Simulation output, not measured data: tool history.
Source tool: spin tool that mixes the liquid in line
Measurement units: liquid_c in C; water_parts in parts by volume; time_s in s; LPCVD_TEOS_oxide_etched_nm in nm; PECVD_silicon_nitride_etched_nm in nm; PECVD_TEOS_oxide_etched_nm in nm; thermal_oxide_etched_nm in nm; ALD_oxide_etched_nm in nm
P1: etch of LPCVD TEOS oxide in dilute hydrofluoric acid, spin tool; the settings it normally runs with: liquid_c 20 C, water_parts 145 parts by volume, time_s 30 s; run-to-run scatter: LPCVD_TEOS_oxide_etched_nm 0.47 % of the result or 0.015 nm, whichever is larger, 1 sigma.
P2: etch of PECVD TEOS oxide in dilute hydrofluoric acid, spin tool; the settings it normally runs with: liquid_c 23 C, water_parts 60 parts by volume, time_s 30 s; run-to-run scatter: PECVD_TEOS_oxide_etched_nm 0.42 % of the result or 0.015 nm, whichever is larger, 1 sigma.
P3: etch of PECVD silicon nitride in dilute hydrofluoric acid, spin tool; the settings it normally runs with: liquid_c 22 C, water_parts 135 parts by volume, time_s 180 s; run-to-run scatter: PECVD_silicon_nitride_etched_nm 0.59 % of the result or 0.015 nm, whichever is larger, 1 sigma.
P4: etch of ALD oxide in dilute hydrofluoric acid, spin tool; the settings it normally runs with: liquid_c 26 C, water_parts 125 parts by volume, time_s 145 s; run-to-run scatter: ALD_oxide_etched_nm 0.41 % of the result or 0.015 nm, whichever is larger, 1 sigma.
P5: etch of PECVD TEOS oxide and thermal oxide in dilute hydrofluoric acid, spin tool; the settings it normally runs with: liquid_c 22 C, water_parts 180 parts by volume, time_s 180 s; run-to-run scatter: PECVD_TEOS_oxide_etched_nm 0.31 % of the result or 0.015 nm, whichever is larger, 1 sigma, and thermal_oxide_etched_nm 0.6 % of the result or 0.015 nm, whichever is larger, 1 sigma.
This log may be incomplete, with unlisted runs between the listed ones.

run,hour,process,liquid_c,water_parts,time_s,LPCVD_TEOS_oxide_etched_nm,PECVD_silicon_nitride_etched_nm,PECVD_TEOS_oxide_etched_nm,thermal_oxide_etched_nm,ALD_oxide_etched_nm
1,11.4,P1,20,145,30,9.2692,,,,
2,19.4,P1,20,145,30,9.299,,,,
3,33.4,P1,20,145,30,9.2031,,,,
4,43.7,P3,22,135,275,,7.1676,,,
5,56.9,P5,17,180,180,,,5.9056,3.3594,
6,64.2,P5,22,180,180,,,7.2267,4.0253,
7,74,P5,22,180,315,,,12.611,7.1969,
8,85.1,P4,26,125,25,,,,,3.6383
9,95.3,P1,20,205,60,12.266,,,,
10,104,P4,26,125,145,,,,,21.121
11,115.6,P1,20,145,30,9.3,,,,
12,128.6,P2,23,60,30,,,14.197,,
13,141.7,P3,22,135,180,,4.6758,,,
14,155,P3,22,40,180,,15.562,,,
15,166.4,P4,31,125,145,,,,,25.203
16,176.3,P3,28.5,135,180,,7.0489,,,
17,188.2,P2,23,35,30,,,25.273,,
18,194.6,P1,20,145,15,4.6447,,,,
19,207.2,P5,22,280,180,,,4.1873,2.3936,
20,213.8,P1,20,145,30,9.265,,,,
21,220.5,P3,22,135,180,,4.6982,,,
22,232.2,P1,20,75,30,19.318,,,,
23,240.1,P1,17,145,30,8.1933,,,,
24,249.2,P1,20,145,50,15.402,,,,
25,260.8,P1,20,205,30,6.2096,,,,
26,273.6,P2,23,60,60,,,28.52,,
27,285.7,P2,28,60,30,,,17.341,,
28,296.9,P1,25,145,30,11.253,,,,
29,306.8,P1,20,145,30,9.2438,,,,
30,314.8,P1,20,145,30,9.3339,,,,
31,320.9,P4,26,55,145,,,,,52.33
32,327.3,P1,20,145,30,9.294,,,,
33,335,P1,20,145,30,8.9626,,,,
34,345.8,P1,20,145,30,8.905,,,,
35,352.8,P1,20,145,30,8.7684,,,,
36,360.8,P1,20,145,30,8.7437,,,,
37,368.3,P1,20,145,30,8.7398,,,,
38,375,P1,20,145,30,8.6585,,,,
39,388.2,P1,20,145,30,8.7026,,,,

What P1 gives has crept off from where it sat before. The 2 causes that follow fit the log equally well, each at the size noted:
A: liquid colder than its thermometer reads (K) = 1.67
B: hydrofluoric acid flow below the setpoint (%) = 5.65
The gradual shift began around hour 327.3.

Listed below are the offered check runs, one wafer per run, with question marks in place of results. For which of them would the causes give clearly different outcomes?
check 1,401.4,P2,27.5,60,50,,,?,,
check 2,401.4,P3,27.5,135,180,,?,,,
check 3,401.4,P5,17,180,305,,,?,?,
check 4,401.4,P4,31,125,70,,,,,?

Expected result of each check under each candidate cause:
check,result,if A,if B
check 1,PECVD_TEOS_oxide_etched_nm,26.662,26.756
check 2,PECVD_silicon_nitride_etched_nm,6.0272,6.3215
check 3,PECVD_TEOS_oxide_etched_nm,9.3784,9.3758
check 3,thermal_oxide_etched_nm,5.3205,5.319
check 4,ALD_oxide_etched_nm,11.485,11.401
Smallest distance between any two causes, each pair judged by its most separating result, in per cent: check 1 0.35 %; check 2 4.77 %; check 3 0.03 %; check 4 0.74 %
Only in check 2 would the causes give clearly different results; in the remaining checks their results would be nearly the same.

Check 2 was then run and gave: PECVD_silicon_nitride_etched_nm 6.0109 nm. Which cause is it?

The cause is A: liquid colder than its thermometer reads (K).
